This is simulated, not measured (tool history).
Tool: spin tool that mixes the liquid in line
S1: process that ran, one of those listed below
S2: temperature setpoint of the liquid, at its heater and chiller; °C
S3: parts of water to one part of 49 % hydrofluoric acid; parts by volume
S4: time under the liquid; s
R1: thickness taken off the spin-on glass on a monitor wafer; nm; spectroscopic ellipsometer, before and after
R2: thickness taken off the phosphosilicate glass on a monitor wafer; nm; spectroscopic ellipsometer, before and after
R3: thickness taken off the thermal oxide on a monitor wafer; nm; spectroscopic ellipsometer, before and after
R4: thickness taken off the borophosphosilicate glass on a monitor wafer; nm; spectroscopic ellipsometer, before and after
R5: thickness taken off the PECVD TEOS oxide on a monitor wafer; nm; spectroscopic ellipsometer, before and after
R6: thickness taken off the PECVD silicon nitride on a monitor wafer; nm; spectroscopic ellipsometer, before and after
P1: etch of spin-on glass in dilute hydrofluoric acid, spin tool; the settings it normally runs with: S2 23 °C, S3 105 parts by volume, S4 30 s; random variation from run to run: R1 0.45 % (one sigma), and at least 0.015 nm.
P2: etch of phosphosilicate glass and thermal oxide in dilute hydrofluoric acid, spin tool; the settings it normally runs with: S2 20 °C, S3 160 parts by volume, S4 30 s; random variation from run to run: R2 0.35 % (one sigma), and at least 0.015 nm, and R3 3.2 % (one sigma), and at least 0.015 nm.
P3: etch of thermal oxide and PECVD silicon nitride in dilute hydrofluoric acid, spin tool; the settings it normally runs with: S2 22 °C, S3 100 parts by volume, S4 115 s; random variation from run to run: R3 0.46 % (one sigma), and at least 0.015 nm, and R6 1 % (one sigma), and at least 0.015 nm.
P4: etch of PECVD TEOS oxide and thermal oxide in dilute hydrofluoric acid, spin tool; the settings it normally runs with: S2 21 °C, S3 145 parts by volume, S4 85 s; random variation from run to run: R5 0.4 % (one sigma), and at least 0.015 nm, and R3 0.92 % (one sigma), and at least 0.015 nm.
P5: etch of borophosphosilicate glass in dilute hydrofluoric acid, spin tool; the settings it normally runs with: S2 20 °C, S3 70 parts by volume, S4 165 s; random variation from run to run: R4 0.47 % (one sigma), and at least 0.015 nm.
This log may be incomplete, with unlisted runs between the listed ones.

| run | hour | S1 | S2 | S3 | S4 | R1 | R2 | R3 | R4 | R5 | R6 |
|---|---|---|---|---|---|---|---|---|---|---|---|
| 1 | 3.3 | P1 | 23 | 105 | 30 | 15.825 |  |  |  |  |  |
| 2 | 9.7 | P1 | 23 | 150 | 30 | 10.5 |  |  |  |  |  |
| 3 | 17 | P1 | 23 | 105 | 30 | 15.793 |  |  |  |  |  |
| 4 | 22.9 | P1 | 23 | 105 | 15 | 7.9192 |  |  |  |  |  |
| 5 | 28.3 | P2 | 25 | 160 | 30 |  | 27.893 | 0.96946 |  |  |  |
| 6 | 34.7 | P2 | 20 | 160 | 15 |  | 11.448 | 0.37105 |  |  |  |
| 7 | 40 | P1 | 23 | 145 | 50 | 18.056 |  |  |  |  |  |
| 8 | 45.7 | P5 | 20 | 70 | 45 |  |  |  | 15.262 |  |  |
| 9 | 51.2 | P4 | 21 | 45 | 85 |  |  | 8.769 |  | 46.312 |  |
| 10 | 57.8 | P1 | 23 | 105 | 30 | 15.751 |  |  |  |  |  |
| 11 | 62.2 | P3 | 22 | 100 | 175 |  |  | 7.431 |  |  | 4.0629 |
| 12 | 67.9 | P5 | 20 | 70 | 165 |  |  |  | 56.006 |  |  |
| 13 | 74.6 | P1 | 23 | 105 | 60 | 31.499 |  |  |  |  |  |
| 14 | 82 | P3 | 22 | 100 | 115 |  |  | 4.8622 |  |  | 2.6624 |
| 15 | 88 | P4 | 21 | 145 | 85 |  |  | 2.4399 |  | 12.716 |  |
| 16 | 91.7 | P5 | 24.5 | 70 | 165 |  |  |  | 66.887 |  |  |
| 17 | 95 | P4 | 17 | 145 | 85 |  |  | 2.0662 |  | 10.853 |  |
| 18 | 100.6 | P3 | 22 | 25 | 115 |  |  | 21.398 |  |  | 10.406 |
| 19 | 107.9 | P2 | 20 | 160 | 30 |  | 22.674 | 0.74953 |  |  |  |
| 20 | 113.3 | P2 | 20 | 160 | 30 |  | 22.955 | 0.70617 |  |  |  |
| 21 | 117.5 | P3 | 27 | 100 | 115 |  |  | 5.9445 |  |  | 3.7838 |
| 22 | 124.6 | P4 | 21 | 145 | 160 |  |  | 4.4884 |  | 24.017 |  |
| 23 | 128.1 | P1 | 23 | 105 | 30 | 15.778 |  |  |  |  |  |
| 24 | 135.6 | P2 | 20 | 245 | 30 |  | 13.773 | 0.4456 |  |  |  |
| 25 | 140.3 | P1 | 27.5 | 105 | 30 | 18.762 |  |  |  |  |  |
| 26 | 146.8 | P5 | 20 | 70 | 165 |  |  |  | 55.501 |  |  |
| 27 | 150.7 | P1 | 23 | 35 | 30 | 51.763 |  |  |  |  |  |
| 28 | 155.6 | P1 | 18 | 105 | 30 | 12.871 |  |  |  |  |  |
| 29 | 162.1 | P5 | 20 | 125 | 165 |  |  |  | 29.467 |  |  |
| 30 | 167.7 | P1 | 23 | 105 | 30 | 15.706 |  |  |  |  |  |
| 31 | 174.1 | P1 | 23 | 105 | 30 | 15.276 |  |  |  |  |  |
| 32 | 179 | P1 | 23 | 105 | 30 | 14.963 |  |  |  |  |  |
| 33 | 182.4 | P1 | 23 | 105 | 30 | 14.842 |  |  |  |  |  |
| 34 | 187.6 | P1 | 23 | 105 | 30 | 14.839 |  |  |  |  |  |
| 35 | 193.4 | P1 | 23 | 105 | 30 | 14.66 |  |  |  |  |  |
| 36 | 200.8 | P1 | 23 | 105 | 30 | 14.872 |  |  |  |  |  |

The log shows P1 creeping away from where it was. Any of the 2 causes listed here, at the size stated for it, fits the log just as well as the others:
A: hydrofluoric acid flow below the setpoint (%) = 5.4
B: liquid colder than its thermometer reads (K) = 1.57
At approximately hour 167.7, the process output began to creep.

Which of the 4 check runs listed below, each an average over 3 wafers with its results shown as question marks, gives clearly different results under the different listed causes?
| check 1 | 208.2 | P5 | 20 | 70 | 165 |  |  |  | ? |  |  |
| check 2 | 208.2 | P3 | 22 | 100 | 115 |  |  | ? |  |  | ? |
| check 3 | 208.2 | P4 | 21 | 145 | 85 |  |  | ? |  | ? |  |
| check 4 | 208.2 | P2 | 20 | 160 | 30 |  | ? | ? |  |  |  |

Outcome of each check run for each possible cause:
| check | result | if A | if B |
|---|---|---|---|
| check 1 | R4 | 52.417 | 52.105 |
| check 2 | R3 | 4.5828 | 4.5754 |
| check 2 | R6 | 2.5568 | 2.4288 |
| check 3 | R3 | 2.2747 | 2.2789 |
| check 3 | R5 | 12.015 | 12.037 |
| check 4 | R2 | 21.453 | 21.501 |
| check 4 | R3 | 0.69922 | 0.70078 |
Minimum pairwise separation of causes per check, each pair taken at its best-separating result: check 1 0.6 %; check 2 5.13 %; check 3 0.18 %; check 4 0.22 %
The causes can be told apart only by check 2. The other checks would give nearly the same results under each of them.

The results of check 2 are: R3 4.6035 nm; R6 2.5647 nm. Based on these, which of the listed causes is it?

The cause is A: hydrofluoric acid flow below the setpoint (%).
